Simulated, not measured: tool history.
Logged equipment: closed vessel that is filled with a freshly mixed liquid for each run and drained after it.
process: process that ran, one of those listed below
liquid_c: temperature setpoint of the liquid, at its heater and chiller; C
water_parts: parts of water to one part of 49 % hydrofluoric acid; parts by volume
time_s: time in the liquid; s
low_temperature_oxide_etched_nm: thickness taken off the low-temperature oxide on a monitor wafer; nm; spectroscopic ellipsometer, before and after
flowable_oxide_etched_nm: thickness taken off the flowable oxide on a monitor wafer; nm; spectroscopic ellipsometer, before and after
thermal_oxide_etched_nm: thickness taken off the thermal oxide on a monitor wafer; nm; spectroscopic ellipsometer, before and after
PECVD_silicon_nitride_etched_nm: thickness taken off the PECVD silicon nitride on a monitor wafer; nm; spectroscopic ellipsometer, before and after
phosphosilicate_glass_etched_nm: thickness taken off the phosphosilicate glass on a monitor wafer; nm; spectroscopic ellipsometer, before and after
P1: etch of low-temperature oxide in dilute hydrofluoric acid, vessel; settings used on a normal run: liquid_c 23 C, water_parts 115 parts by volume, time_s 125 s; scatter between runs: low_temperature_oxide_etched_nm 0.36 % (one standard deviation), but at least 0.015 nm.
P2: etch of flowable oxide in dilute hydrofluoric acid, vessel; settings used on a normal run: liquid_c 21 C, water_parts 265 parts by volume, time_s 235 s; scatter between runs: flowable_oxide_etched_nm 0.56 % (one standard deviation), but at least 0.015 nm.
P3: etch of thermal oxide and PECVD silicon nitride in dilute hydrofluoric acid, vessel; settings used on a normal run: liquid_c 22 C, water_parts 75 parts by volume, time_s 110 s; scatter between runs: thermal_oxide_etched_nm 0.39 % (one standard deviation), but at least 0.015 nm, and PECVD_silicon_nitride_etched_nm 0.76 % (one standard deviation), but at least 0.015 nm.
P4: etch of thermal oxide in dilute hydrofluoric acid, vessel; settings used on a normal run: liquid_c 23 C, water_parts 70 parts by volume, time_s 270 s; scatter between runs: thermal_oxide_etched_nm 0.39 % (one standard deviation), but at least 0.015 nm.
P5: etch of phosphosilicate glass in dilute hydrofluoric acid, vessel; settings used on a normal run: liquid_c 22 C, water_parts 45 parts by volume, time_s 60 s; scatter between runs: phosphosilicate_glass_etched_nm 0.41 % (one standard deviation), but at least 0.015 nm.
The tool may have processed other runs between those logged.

run   hour  process  liquid_c  water_parts  time_s  hours since the thermometer was replaced  hours since the hydrofluoric acid flow meter was replaced  low_temperature_oxide_etched_nm  flowable_oxide_etched_nm  thermal_oxide_etched_nm  PECVD_silicon_nitride_etched_nm  phosphosilicate_glass_etched_nm
  1   13.3       P1        23          115     125                                     282.7                                                     1425.1                           11.111
  2   22.2       P2        21           65     235                                     291.6                                                       1434                                                     101.12
  3   29.1       P1        23          115     215                                     298.5                                                     1440.9                           18.986
  4   38.3       P1        23           55     125                                     307.7                                                     1450.1                           24.954
      39.1  -- thermometer replaced
  5   51.2       P3        22           75     210                                      12.2                                                       1463                                                                              12.743                           6.1675
  6   63.2       P2        17          265     235                                      24.2                                                       1475                                                      17.37
  7   69.3       P4        17           70     270                                      30.3                                                     1481.1                                                                              13.801
  8   76.2       P1        17          115     125                                      37.2                                                       1488                           8.7124
  9   87.7       P3        22           75     110                                      48.7                                                     1499.5                                                                              6.7006                           3.2825
 10   99.5       P4        23           70      30                                      60.5                                                     1511.3                                                                              1.9705
 11    110       P1        23          115     125                                        71                                                     1521.8                           11.101
 12  118.3       P1        23          115     125                                      79.3                                                     1530.1                           11.113
 13  127.6       P3        22           75     110                                      88.6                                                     1539.4                                                                              6.6893                           3.2513
 14  139.2       P4        23           70     270                                     100.2                                                       1551                                                                              17.809
     143.8  -- hydrofluoric acid flow meter replaced
 15  149.9       P5      29.5           45      60                                     110.9                                                        6.1                                                                                                                                                169.77
 16  162.7       P1        30          115     125                                     123.7                                                       18.9                           14.387
 17  169.1       P1        23          185     125                                     130.1                                                       25.3                            6.327
 18  179.4       P5        22           45      60                                     140.4                                                       35.6                                                                                                                                                125.79
 19    192       P3      26.5           75     110                                       153                                                       48.2                                                                              8.0264                           4.3279
 20  202.7       P1        23          115     125                                     163.7                                                       58.9                           11.057
 21  210.1       P4        23           20     270                                     171.1                                                       66.3                                                                              66.464
 22    221       P5        22           70      60                                       182                                                       77.2                                                                                                                                                77.459
 23  233.6       P3        22          140     110                                     194.6                                                       89.8                                                                              3.3517                           1.7377
 24  242.3       P1        23          115      70                                     203.3                                                       98.5                           6.1521
 25    249       P1        23           50     225                                       210                                                      105.2                           49.789
 26  262.7       P2        21          265      30                                     223.7                                                      118.9                                                     2.5999
 27  276.1       P2        21          265     235                                     237.1                                                      132.3                                                     20.341
 28  288.8       P5        22           45     105                                     249.8                                                        145                                                                                                                                                219.74
 29  300.8       P1        23          115     125                                     261.8                                                        157                           11.107
 30  309.3       P1        23          115     125                                     270.3                                                      165.5                           11.291
 31  318.9       P1        23          115     125                                     279.9                                                      175.1                           11.414
 32  326.3       P1        23          115     125                                     287.3                                                      182.5                           11.512
 33  336.2       P1        23          115     125                                     297.2                                                      192.4                           11.618
 34  345.6       P1        23          115     125                                     306.6                                                      201.8                           11.628
 35  352.2       P1        23          115     125                                     313.2                                                      208.4                           11.637
 36  361.3       P1        23          115     125                                     322.3                                                      217.5                           11.649
 37  370.5       P1        23          115     125                                     331.5                                                      226.7                           11.722

What P1 gives has crept away from where it was. These 2 causes fit the log equally well, each at the size given:
A: hydrofluoric acid flow above the setpoint (%) = 4.87
B: liquid hotter than its thermometer reads (K) = 1.37
At approximately hour 300.8, the process output began to creep.

Each of the check runs listed below is run on 2 wafers and reports their average, with the results left as question marks. Pick the one under which the possible causes would lead to clearly different results.
check 1  379.7       P5      25.5           45      60                                                                                                                                                                                                                                                          ?
check 2  379.7       P4        18           70      70                                                                                                                                                                                        ?
check 3  379.7       P3        22          125     190                                                                                                                                                                                        ?                                ?
check 4  379.7       P2        21          175      30                                                                                                                                                               ?

If the cause were each of the candidates in turn, the checks would give the following:
  check                           result    if A    if B
check 1  phosphosilicate_glass_etched_nm  152.38  153.17
check 2          thermal_oxide_etched_nm  3.9512  3.9783
check 3          thermal_oxide_etched_nm   6.889  6.8883
check 3  PECVD_silicon_nitride_etched_nm  3.5459  3.7041
check 4         flowable_oxide_etched_nm  4.5108  4.4962
How far apart the two closest causes lie, in the result that separates them most: check 1 0.52 %; check 2 0.69 %; check 3 4.37 %; check 4 0.33 %
The causes can be told apart only by check 3. The other checks would give nearly the same results under each of them.

Check 3 has now been run. It gave: thermal_oxide_etched_nm 6.8748 nm; PECVD_silicon_nitride_etched_nm 3.5238 nm. Which of the candidate causes is it?

Of the candidate causes, it is A: hydrofluoric acid flow above the setpoint (%).

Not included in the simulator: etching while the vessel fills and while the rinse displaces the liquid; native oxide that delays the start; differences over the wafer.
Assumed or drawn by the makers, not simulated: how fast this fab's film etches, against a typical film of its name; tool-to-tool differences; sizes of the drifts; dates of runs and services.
